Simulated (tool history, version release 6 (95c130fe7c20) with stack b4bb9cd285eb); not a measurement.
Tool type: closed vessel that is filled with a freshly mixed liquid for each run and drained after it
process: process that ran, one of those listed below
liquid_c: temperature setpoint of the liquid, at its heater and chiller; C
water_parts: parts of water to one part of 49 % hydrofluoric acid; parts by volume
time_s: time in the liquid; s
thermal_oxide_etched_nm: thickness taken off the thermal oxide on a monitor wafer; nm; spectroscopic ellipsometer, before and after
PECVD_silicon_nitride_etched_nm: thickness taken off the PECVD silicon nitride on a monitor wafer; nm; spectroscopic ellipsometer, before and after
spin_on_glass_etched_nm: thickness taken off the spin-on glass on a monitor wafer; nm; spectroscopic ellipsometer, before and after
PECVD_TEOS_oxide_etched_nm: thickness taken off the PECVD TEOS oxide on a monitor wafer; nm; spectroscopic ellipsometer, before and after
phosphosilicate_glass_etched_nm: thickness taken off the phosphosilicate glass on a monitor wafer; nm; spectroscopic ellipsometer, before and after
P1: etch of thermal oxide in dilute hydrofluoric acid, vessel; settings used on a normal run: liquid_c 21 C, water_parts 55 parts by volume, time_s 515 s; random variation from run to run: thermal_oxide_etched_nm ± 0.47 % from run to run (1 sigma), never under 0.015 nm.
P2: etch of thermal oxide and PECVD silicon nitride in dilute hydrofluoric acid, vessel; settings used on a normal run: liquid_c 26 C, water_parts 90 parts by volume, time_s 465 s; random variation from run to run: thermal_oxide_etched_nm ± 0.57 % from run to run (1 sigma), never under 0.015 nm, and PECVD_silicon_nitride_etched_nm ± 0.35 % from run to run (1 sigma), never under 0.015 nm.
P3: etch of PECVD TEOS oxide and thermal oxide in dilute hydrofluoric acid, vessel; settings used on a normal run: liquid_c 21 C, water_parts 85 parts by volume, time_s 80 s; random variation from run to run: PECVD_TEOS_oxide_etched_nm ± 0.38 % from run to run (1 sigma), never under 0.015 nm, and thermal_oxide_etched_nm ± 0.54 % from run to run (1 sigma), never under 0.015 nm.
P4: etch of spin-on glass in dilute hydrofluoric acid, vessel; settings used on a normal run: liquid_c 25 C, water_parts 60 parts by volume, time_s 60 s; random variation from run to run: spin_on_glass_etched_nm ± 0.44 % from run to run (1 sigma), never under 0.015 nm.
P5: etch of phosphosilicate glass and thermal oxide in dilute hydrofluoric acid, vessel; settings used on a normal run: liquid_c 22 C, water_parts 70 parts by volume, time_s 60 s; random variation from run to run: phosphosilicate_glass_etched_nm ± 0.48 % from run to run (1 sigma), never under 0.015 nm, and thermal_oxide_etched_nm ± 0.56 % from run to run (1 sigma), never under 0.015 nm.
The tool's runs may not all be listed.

run,day,process,liquid_c,water_parts,time_s,hours since the thermometer was replaced,hours since the hydrofluoric acid flow meter was replaced,thermal_oxide_etched_nm,PECVD_silicon_nitride_etched_nm,spin_on_glass_etched_nm,PECVD_TEOS_oxide_etched_nm,phosphosilicate_glass_etched_nm
1,0.412,P1,21,55,515,262,661.3,39.128,,,,
2,0.904,P1,17,55,515,273.8,673.1,32.937,,,,
3,1.583,P2,26,90,895,290.1,689.4,49.426,24.575,,,
4,2.383,P1,28.5,100,515,309.3,708.6,27.311,,,,
5,3.008,P4,31.5,60,60,324.3,723.6,,,76.168,,
6,3.596,P1,17,30,515,338.4,737.7,62.084,,,,
7,4.404,P1,21,95,515,357.8,757.1,21.76,,,,
8,5.142,P1,21,55,515,375.5,774.8,39.148,,,,
9,5.517,P2,19.5,90,465,384.5,783.8,19.859,8.2022,,,
10,6.267,P3,21,140,80,402.5,801.8,2.3477,,,7.6509,
11,6.833,P4,25,60,100,416.1,815.4,,,98.771,,
12,7.592,P1,28,55,515,434.3,833.6,51.873,,,,
13,8.088,P3,28,85,80,446.2,845.5,5.3623,,,17.693,
14,8.708,P1,28.5,20,515,461.1,860.4,153.42,,,,
15,9.471,P2,26,90,465,479.4,878.7,26.017,12.591,,,
16,9.946,P5,26.5,70,60,490.8,890.1,4.4247,,,,176.66
17,10.596,P1,21,25,515,506.4,905.7,89.156,,,,
18,11.312,P4,25,60,60,523.6,922.9,,,59.221,,
19,11.754,P1,21,55,955,534.2,933.5,72.74,,,,
20,12.358,P5,22,70,60,548.7,948,3.6963,,,,147.44
21,13.167,P1,21,55,515,568.1,967.4,38.801,,,,
22,13.562,P5,22,70,30,577.6,976.9,1.8464,,,,74.351
23,14.121,P5,22,20,60,591,990.3,13.933,,,,555.19
24,14.667,P1,21,55,515,604.1,1003.4,39.16,,,,
25,15.067,P3,21,85,80,613.7,1013,4.0536,,,13.44,
26,15.517,P2,26,50,465,624.5,1023.8,48.776,22.619,,,
27,16.171,P4,25,60,60,640.2,1039.5,,,59.178,,
28,16.788,P1,21,55,515,655,1054.3,38.992,,,,
29,17.367,P4,25,20,60,668.9,1068.2,,,187.41,,
30,18.033,P1,21,55,30,684.9,1084.2,2.2406,,,,
31,18.775,P2,26,90,465,702.7,1102,25.934,12.623,,,
32,19.304,P3,21,85,30,715.4,1114.7,1.5079,,,4.9378,
33,19.833,P1,21,55,515,728.1,1127.4,39.138,,,,
34,20.254,P1,21,55,515,738.2,1137.5,39.217,,,,
35,20.608,P1,21,55,515,746.7,1146,38.461,,,,
36,21.058,P1,21,55,515,757.5,1156.8,37.734,,,,

Estimate the outcome of run 37 from the log above:
37,21.704,P1,21,55,515,773,1172.3,?,,,,

Run 37 came out at thermal_oxide_etched_nm 36.788 nm.
